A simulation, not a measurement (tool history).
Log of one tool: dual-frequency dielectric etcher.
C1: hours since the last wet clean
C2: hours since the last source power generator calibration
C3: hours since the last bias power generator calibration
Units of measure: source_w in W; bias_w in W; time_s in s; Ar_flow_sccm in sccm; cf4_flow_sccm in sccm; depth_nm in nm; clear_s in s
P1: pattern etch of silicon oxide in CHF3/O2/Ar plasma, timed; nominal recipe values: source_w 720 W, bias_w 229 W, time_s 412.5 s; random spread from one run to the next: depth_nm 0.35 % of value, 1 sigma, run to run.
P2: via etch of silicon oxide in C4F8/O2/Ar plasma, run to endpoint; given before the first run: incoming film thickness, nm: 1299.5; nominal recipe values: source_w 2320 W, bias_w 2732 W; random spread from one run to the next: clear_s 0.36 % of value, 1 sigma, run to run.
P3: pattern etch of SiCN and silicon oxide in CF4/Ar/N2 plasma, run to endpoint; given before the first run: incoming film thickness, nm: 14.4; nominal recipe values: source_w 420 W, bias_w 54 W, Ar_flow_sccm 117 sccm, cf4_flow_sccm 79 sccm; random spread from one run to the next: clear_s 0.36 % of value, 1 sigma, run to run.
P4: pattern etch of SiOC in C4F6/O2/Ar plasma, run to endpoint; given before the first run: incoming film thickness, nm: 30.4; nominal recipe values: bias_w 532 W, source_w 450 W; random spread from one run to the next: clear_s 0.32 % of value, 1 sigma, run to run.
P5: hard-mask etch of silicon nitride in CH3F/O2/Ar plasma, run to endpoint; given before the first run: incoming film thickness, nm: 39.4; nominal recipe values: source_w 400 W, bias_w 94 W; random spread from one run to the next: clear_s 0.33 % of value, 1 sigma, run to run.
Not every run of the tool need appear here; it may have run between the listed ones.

{"run": 1, "hour": 16.1, "process": "P1", "source_w": 720, "bias_w": 229, "time_s": 412.5, "C1": 238, "C2": 2801.7, "C3": 1276.9, "depth_nm": 944.88}
{"run": 2, "hour": 26.2, "process": "P1", "source_w": 720, "bias_w": 229, "time_s": 412.5, "C1": 248.1, "C2": 2811.8, "C3": 1287, "depth_nm": 939.22}
{"run": 3, "hour": 35.4, "process": "P5", "source_w": 400, "bias_w": 94, "C1": 257.3, "C2": 2821, "C3": 1296.2, "clear_s": 53.049}
{"run": 4, "hour": 51.6, "process": "P1", "source_w": 720, "bias_w": 300, "time_s": 513, "C1": 273.5, "C2": 2837.2, "C3": 1312.4, "depth_nm": 1285.6}
{"run": 5, "hour": 65.5, "process": "P1", "source_w": 720, "bias_w": 229, "time_s": 578, "C1": 287.4, "C2": 2851.1, "C3": 1326.3, "depth_nm": 1310.6}
{"run": 6, "hour": 74.5, "process": "P1", "source_w": 720, "bias_w": 229, "time_s": 228, "C1": 296.4, "C2": 2860.1, "C3": 1335.3, "depth_nm": 519.35}
{"run": 7, "hour": 90.7, "process": "P1", "source_w": 720, "bias_w": 229, "time_s": 412.5, "C1": 312.6, "C2": 2876.3, "C3": 1351.5, "depth_nm": 937.95}
{"run": 8, "hour": 101.6, "process": "P2", "source_w": 2320, "bias_w": 2732, "C1": 323.5, "C2": 2887.2, "C3": 1362.4, "clear_s": 226.37}
{"run": 9, "hour": 119.2, "process": "P4", "source_w": 450, "bias_w": 415, "C1": 341.1, "C2": 2904.8, "C3": 1380, "clear_s": 10.932}
{"run": 10, "hour": 137.4, "process": "P1", "source_w": 940, "bias_w": 229, "time_s": 412.5, "C1": 359.3, "C2": 2923, "C3": 1398.2, "depth_nm": 1043.1}
{"run": 11, "hour": 149.5, "process": "P3", "source_w": 260, "bias_w": 54, "Ar_flow_sccm": 117, "cf4_flow_sccm": 79, "C1": 371.4, "C2": 2935.1, "C3": 1410.3, "clear_s": 29.988}
{"run": 12, "hour": 157.7, "process": "P4", "source_w": 630, "bias_w": 532, "C1": 379.6, "C2": 2943.3, "C3": 1418.5, "clear_s": 8.8437}
{"run": 13, "hour": 171.5, "process": "P1", "source_w": 720, "bias_w": 294, "time_s": 412.5, "C1": 393.4, "C2": 2957.1, "C3": 1432.3, "depth_nm": 1026.6}
{"run": 14, "hour": 180.1, "process": "P3", "source_w": 420, "bias_w": 54, "Ar_flow_sccm": 150, "cf4_flow_sccm": 79, "C1": 402, "C2": 2965.7, "C3": 1440.9, "clear_s": 20.453}
{"run": 15, "hour": 192.4, "process": "P5", "source_w": 400, "bias_w": 75, "C1": 414.3, "C2": 2978, "C3": 1453.2, "clear_s": 57.405}
{"run": 16, "hour": 205.9, "process": "P3", "source_w": 420, "bias_w": 74, "Ar_flow_sccm": 117, "cf4_flow_sccm": 79, "C1": 427.8, "C2": 2991.5, "C3": 1466.7, "clear_s": 17.675}
{"run": 17, "hour": 216.5, "process": "P2", "source_w": 2320, "bias_w": 3852, "C1": 438.4, "C2": 3002.1, "C3": 1477.3, "clear_s": 202.49}
{"run": 18, "hour": 226.5, "process": "P3", "source_w": 420, "bias_w": 54, "Ar_flow_sccm": 117, "cf4_flow_sccm": 107, "C1": 448.4, "C2": 3012.1, "C3": 1487.3, "clear_s": 18.671}
{"run": 19, "hour": 237.3, "process": "P4", "source_w": 450, "bias_w": 532, "C1": 459.2, "C2": 3022.9, "C3": 1498.1, "clear_s": 9.9833}
{"run": 20, "hour": 253.7, "process": "P5", "source_w": 400, "bias_w": 94, "C1": 475.6, "C2": 3039.3, "C3": 1514.5, "clear_s": 53.144}
{"hour": 256.3, "done": "wet clean of the chamber"}
{"run": 21, "hour": 261.9, "process": "P1", "source_w": 720, "bias_w": 183, "time_s": 412.5, "C1": 5.6, "C2": 3047.5, "C3": 1522.7, "depth_nm": 868.85}
{"run": 22, "hour": 275.8, "process": "P3", "source_w": 420, "bias_w": 54, "Ar_flow_sccm": 117, "cf4_flow_sccm": 79, "C1": 19.5, "C2": 3061.4, "C3": 1536.6, "clear_s": 19.556}
{"run": 23, "hour": 286.1, "process": "P2", "source_w": 2960, "bias_w": 2732, "C1": 29.8, "C2": 3071.7, "C3": 1546.9, "clear_s": 203.87}
{"run": 24, "hour": 303.2, "process": "P1", "source_w": 720, "bias_w": 304, "time_s": 520.5, "C1": 46.9, "C2": 3088.8, "C3": 1564, "depth_nm": 1310.8}
{"run": 25, "hour": 319.9, "process": "P1", "source_w": 720, "bias_w": 229, "time_s": 412.5, "C1": 63.6, "C2": 3105.5, "C3": 1580.7, "depth_nm": 938.2}
{"hour": 323.0, "done": "bias power generator calibrated"}
{"run": 26, "hour": 333.8, "process": "P5", "source_w": 320, "bias_w": 94, "C1": 77.5, "C2": 3119.4, "C3": 10.9, "clear_s": 57.823}
{"run": 27, "hour": 351.3, "process": "P4", "source_w": 450, "bias_w": 532, "C1": 95, "C2": 3136.9, "C3": 28.4, "clear_s": 9.9408}
{"run": 28, "hour": 361.6, "process": "P3", "source_w": 420, "bias_w": 54, "Ar_flow_sccm": 117, "cf4_flow_sccm": 79, "C1": 105.3, "C2": 3147.2, "C3": 38.7, "clear_s": 19.578}
{"run": 29, "hour": 371.4, "process": "P1", "source_w": 540, "bias_w": 229, "time_s": 412.5, "C1": 115.1, "C2": 3157, "C3": 48.5, "depth_nm": 844.14}
{"run": 30, "hour": 387.9, "process": "P1", "source_w": 720, "bias_w": 229, "time_s": 412.5, "C1": 131.6, "C2": 3173.5, "C3": 65, "depth_nm": 943.36}
{"run": 31, "hour": 403.7, "process": "P1", "source_w": 720, "bias_w": 229, "time_s": 412.5, "C1": 147.4, "C2": 3189.3, "C3": 80.8, "depth_nm": 928.53}
{"run": 32, "hour": 414.7, "process": "P1", "source_w": 720, "bias_w": 229, "time_s": 412.5, "C1": 158.4, "C2": 3200.3, "C3": 91.8, "depth_nm": 933.42}
{"hour": 427.7, "done": "wet clean of the chamber"}
{"run": 33, "hour": 432.1, "process": "P1", "source_w": 720, "bias_w": 229, "time_s": 412.5, "C1": 4.4, "C2": 3217.7, "C3": 109.2, "depth_nm": 932.6}
{"run": 34, "hour": 442.9, "process": "P1", "source_w": 720, "bias_w": 229, "time_s": 412.5, "C1": 15.2, "C2": 3228.5, "C3": 120, "depth_nm": 928.13}
{"run": 35, "hour": 453.6, "process": "P1", "source_w": 720, "bias_w": 229, "time_s": 412.5, "C1": 25.9, "C2": 3239.2, "C3": 130.7, "depth_nm": 927.81}
{"run": 36, "hour": 466.6, "process": "P1", "source_w": 720, "bias_w": 229, "time_s": 412.5, "C1": 38.9, "C2": 3252.2, "C3": 143.7, "depth_nm": 923.32}
{"run": 37, "hour": 481.9, "process": "P1", "source_w": 720, "bias_w": 229, "time_s": 412.5, "C1": 54.2, "C2": 3267.5, "C3": 159, "depth_nm": 925.15}
{"run": 38, "hour": 495.6, "process": "P1", "source_w": 720, "bias_w": 229, "time_s": 412.5, "C1": 67.9, "C2": 3281.2, "C3": 172.7, "depth_nm": 929.38}

P1 no longer gives what it gave before; its output has crept away from where it was. The following 2 causes, each at its listed size, fit the log equally well:
A: source power that arrives under what is set, % = 4.47
B: bias power that arrives under what is set, % = 4.88
The onset of the drift is placed at about hour 387.9.
Each remaining cause and why it is not a fit:
chamber walls in a state that lowers the etch rate, %: serviced at hour 427.7, after the change had begun; the process did not return to its earlier output

Which of the check runs below tells the causes apart, meaning the causes would give it clearly different results? Each run uses 2 wafers whose results are averaged, and each result is shown as a question mark.
{"run": "check 1", "hour": 509.3, "process": "P4", "source_w": 450, "bias_w": 532, "clear_s": "?"}
{"run": "check 2", "hour": 509.3, "process": "P3", "source_w": 420, "bias_w": 54, "Ar_flow_sccm": 117, "cf4_flow_sccm": 79, "clear_s": "?"}
{"run": "check 3", "hour": 509.3, "process": "P5", "source_w": 400, "bias_w": 94, "clear_s": "?"}
{"run": "check 4", "hour": 509.3, "process": "P2", "source_w": 2320, "bias_w": 2732, "clear_s": "?"}

Expected result of each check under each candidate cause:
check=check_1 result=clear_s if_A=10.164 if_B=10.182
check=check_2 result=clear_s if_A=20.384 if_B=19.886
check=check_3 result=clear_s if_A=53.982 if_B=54.035
check=check_4 result=clear_s if_A=229.95 if_B=229.28
How far apart the two closest causes lie, in the result that separates them most: check 1 0.18 %; check 2 2.47 %; check 3 0.1 %; check 4 0.29 %
The other checks would show nearly matching results whichever cause is true, so check 2 is the only one that separates the causes.

The results of check 2 are: clear_s 19.859 s. Based on these, which of the listed causes is it?

The cause is B: bias power that arrives under what is set, %.
